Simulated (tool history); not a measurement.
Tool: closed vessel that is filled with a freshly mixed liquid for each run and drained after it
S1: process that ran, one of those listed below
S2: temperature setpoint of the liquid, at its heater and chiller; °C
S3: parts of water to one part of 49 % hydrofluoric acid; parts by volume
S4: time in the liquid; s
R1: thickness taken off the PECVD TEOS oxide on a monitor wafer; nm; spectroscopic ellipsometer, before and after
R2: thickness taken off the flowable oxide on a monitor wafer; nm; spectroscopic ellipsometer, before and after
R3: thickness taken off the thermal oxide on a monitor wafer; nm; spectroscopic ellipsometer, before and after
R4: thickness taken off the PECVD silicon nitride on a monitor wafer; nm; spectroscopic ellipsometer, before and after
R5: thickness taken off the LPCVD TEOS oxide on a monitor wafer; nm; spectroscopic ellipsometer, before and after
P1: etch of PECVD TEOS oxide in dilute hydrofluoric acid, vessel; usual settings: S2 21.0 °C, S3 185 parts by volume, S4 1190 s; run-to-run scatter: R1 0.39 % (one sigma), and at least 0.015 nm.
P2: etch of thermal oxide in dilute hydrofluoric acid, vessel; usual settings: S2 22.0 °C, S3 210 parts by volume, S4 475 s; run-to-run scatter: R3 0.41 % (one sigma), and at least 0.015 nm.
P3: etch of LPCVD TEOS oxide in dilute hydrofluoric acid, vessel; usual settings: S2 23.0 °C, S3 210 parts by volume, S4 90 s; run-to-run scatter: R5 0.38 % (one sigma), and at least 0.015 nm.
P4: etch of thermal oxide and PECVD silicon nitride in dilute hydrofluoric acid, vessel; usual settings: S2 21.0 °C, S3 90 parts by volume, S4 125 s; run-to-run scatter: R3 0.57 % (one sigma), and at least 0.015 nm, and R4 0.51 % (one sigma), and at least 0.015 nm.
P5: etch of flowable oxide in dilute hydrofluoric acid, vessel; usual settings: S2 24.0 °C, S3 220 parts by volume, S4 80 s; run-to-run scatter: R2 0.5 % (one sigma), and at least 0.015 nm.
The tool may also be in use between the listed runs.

run	day	S1	S2	S3	S4	R1	R2	R3	R4	R5
1	0.379	P1	21.0	185	1190	57.124				
2	0.604	P5	32.0	220	80		10.3980			
3	0.817	P4	21.0	90	235			10.5970	11.1290	
4	1.175	P2	22.0	210	475			8.5606		
5	1.600	P5	24.0	80	80		25.5460			
6	1.896	P2	22.0	210	170			3.0809		
7	2.100	P4	21.0	90	125			5.6733	5.8656	
8	2.350	P4	17.0	90	125			4.8149	4.5244	
9	2.675	P2	22.0	55	475			38.7790		
10	3.079	P1	21.0	185	1190	57.226				
# day 3.238: thermometer replaced
11	3.383	P1	17.0	185	1190	48.892				
12	3.762	P4	21.0	90	125			5.7025	5.9099	
13	3.971	P2	27.0	210	475			10.3500		
14	4.254	P1	28.0	55	1190	295.830				
15	4.579	P3	23.0	100	90					14.8350
16	4.983	P1	21.0	275	1190	35.074				
17	5.375	P3	27.5	210	90					7.3456
18	5.567	P5	24.0	220	150		14.6090			
19	5.992	P1	17.0	120	1190	80.313				
20	6.292	P5	24.0	220	80		7.8511			
21	6.692	P1	21.0	185	330	15.878				
22	7.038	P3	23.0	210	30					2.0756
23	7.433	P1	25.0	185	1190	66.422				
24	7.783	P1	21.0	185	1190	57.318				
25	7.996	P1	21.0	105	1190	109.080				
26	8.383	P1	21.0	185	2260	108.100				
# day 8.425: hydrofluoric acid flow meter replaced
27	8.733	P1	21.0	185	1190	57.000				
28	9.033	P3	23.0	210	90					6.3082
29	9.367	P1	21.0	185	1190	56.776				

Forecast run 30:
30	9.642	P4	21.0	135	125			?	?	

R3: 3.6088 nm
R4: 3.9971 nm
